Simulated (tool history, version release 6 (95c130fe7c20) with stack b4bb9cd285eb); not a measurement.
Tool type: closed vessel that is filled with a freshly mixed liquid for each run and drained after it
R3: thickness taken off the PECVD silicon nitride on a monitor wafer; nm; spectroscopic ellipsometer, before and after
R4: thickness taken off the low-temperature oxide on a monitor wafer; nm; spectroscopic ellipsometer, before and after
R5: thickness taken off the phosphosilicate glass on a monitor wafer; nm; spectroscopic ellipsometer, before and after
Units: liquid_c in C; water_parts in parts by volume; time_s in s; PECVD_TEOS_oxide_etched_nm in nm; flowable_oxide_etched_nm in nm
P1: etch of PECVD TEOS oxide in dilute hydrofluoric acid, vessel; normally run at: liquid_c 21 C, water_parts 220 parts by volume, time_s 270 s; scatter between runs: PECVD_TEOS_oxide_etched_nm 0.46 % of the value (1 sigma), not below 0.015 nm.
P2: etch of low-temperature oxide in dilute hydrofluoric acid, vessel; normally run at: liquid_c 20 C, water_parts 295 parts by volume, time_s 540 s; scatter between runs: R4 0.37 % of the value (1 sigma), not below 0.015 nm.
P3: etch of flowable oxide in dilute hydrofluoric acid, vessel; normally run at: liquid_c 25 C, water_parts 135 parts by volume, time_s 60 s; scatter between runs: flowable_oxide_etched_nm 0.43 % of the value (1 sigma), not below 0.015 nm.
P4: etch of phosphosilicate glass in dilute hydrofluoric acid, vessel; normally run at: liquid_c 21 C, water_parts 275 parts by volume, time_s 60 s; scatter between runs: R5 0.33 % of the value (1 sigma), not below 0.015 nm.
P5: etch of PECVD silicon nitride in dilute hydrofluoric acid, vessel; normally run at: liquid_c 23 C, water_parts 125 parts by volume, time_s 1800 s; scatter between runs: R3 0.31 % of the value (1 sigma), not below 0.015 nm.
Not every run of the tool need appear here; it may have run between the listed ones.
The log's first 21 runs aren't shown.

Run 22, hour 193.6: process P1, liquid_c 21 C, water_parts 55 parts by volume, time_s 515 s. Result: PECVD_TEOS_oxide_etched_nm 243.53 nm.
Run 23, hour 200.1: process P2, liquid_c 25 C, water_parts 295 parts by volume, time_s 540 s. Result: R4 24.891 nm.
Run 24, hour 208.9: process P3, liquid_c 25 C, water_parts 135 parts by volume, time_s 60 s. Result: flowable_oxide_etched_nm 30.879 nm.
Run 25, hour 220: process P1, liquid_c 21 C, water_parts 220 parts by volume, time_s 270 s. Result: PECVD_TEOS_oxide_etched_nm 26.456 nm.
Run 26, hour 231.9: process P5, liquid_c 23 C, water_parts 125 parts by volume, time_s 1800 s. Result: R3 22.793 nm.
Run 27, hour 238.8: process P4, liquid_c 21 C, water_parts 275 parts by volume, time_s 30 s. Result: R5 4.7459 nm.
Run 28, hour 248.3: process P5, liquid_c 28 C, water_parts 125 parts by volume, time_s 1800 s. Result: R3 31.564 nm.
Run 29, hour 260.8: process P2, liquid_c 20 C, water_parts 140 parts by volume, time_s 540 s. Result: R4 51.069 nm.
Run 30, hour 272.2: process P4, liquid_c 21 C, water_parts 275 parts by volume, time_s 60 s. Result: R5 9.5522 nm.
Run 31, hour 278.7: process P1, liquid_c 21 C, water_parts 220 parts by volume, time_s 270 s. Result: PECVD_TEOS_oxide_etched_nm 26.609 nm.
Run 32, hour 288.3: process P1, liquid_c 21 C, water_parts 220 parts by volume, time_s 270 s. Result: PECVD_TEOS_oxide_etched_nm 25.814 nm.
Run 33, hour 301.1: process P1, liquid_c 21 C, water_parts 220 parts by volume, time_s 270 s. Result: PECVD_TEOS_oxide_etched_nm 25.292 nm.
Run 34, hour 313.3: process P1, liquid_c 21 C, water_parts 220 parts by volume, time_s 270 s. Result: PECVD_TEOS_oxide_etched_nm 24.995 nm.
Run 35, hour 321.4: process P1, liquid_c 21 C, water_parts 220 parts by volume, time_s 270 s. Result: PECVD_TEOS_oxide_etched_nm 24.733 nm.
Run 36, hour 327.1: process P1, liquid_c 21 C, water_parts 220 parts by volume, time_s 270 s. Result: PECVD_TEOS_oxide_etched_nm 24.715 nm.
Run 37, hour 333.8: process P1, liquid_c 21 C, water_parts 220 parts by volume, time_s 270 s. Result: PECVD_TEOS_oxide_etched_nm 24.662 nm.
Run 38, hour 341.8: process P1, liquid_c 21 C, water_parts 220 parts by volume, time_s 270 s. Result: PECVD_TEOS_oxide_etched_nm 24.603 nm.
Run 39, hour 347.8: process P1, liquid_c 21 C, water_parts 220 parts by volume, time_s 270 s. Result: PECVD_TEOS_oxide_etched_nm 24.443 nm.

What does the tool deliver on the next run?
Run 40, hour 359.6: process P1, liquid_c 21 C, water_parts 220 parts by volume, time_s 270 s. Result: PECVD_TEOS_oxide_etched_nm ?.

Run 40 produced PECVD_TEOS_oxide_etched_nm 24.519 nm.

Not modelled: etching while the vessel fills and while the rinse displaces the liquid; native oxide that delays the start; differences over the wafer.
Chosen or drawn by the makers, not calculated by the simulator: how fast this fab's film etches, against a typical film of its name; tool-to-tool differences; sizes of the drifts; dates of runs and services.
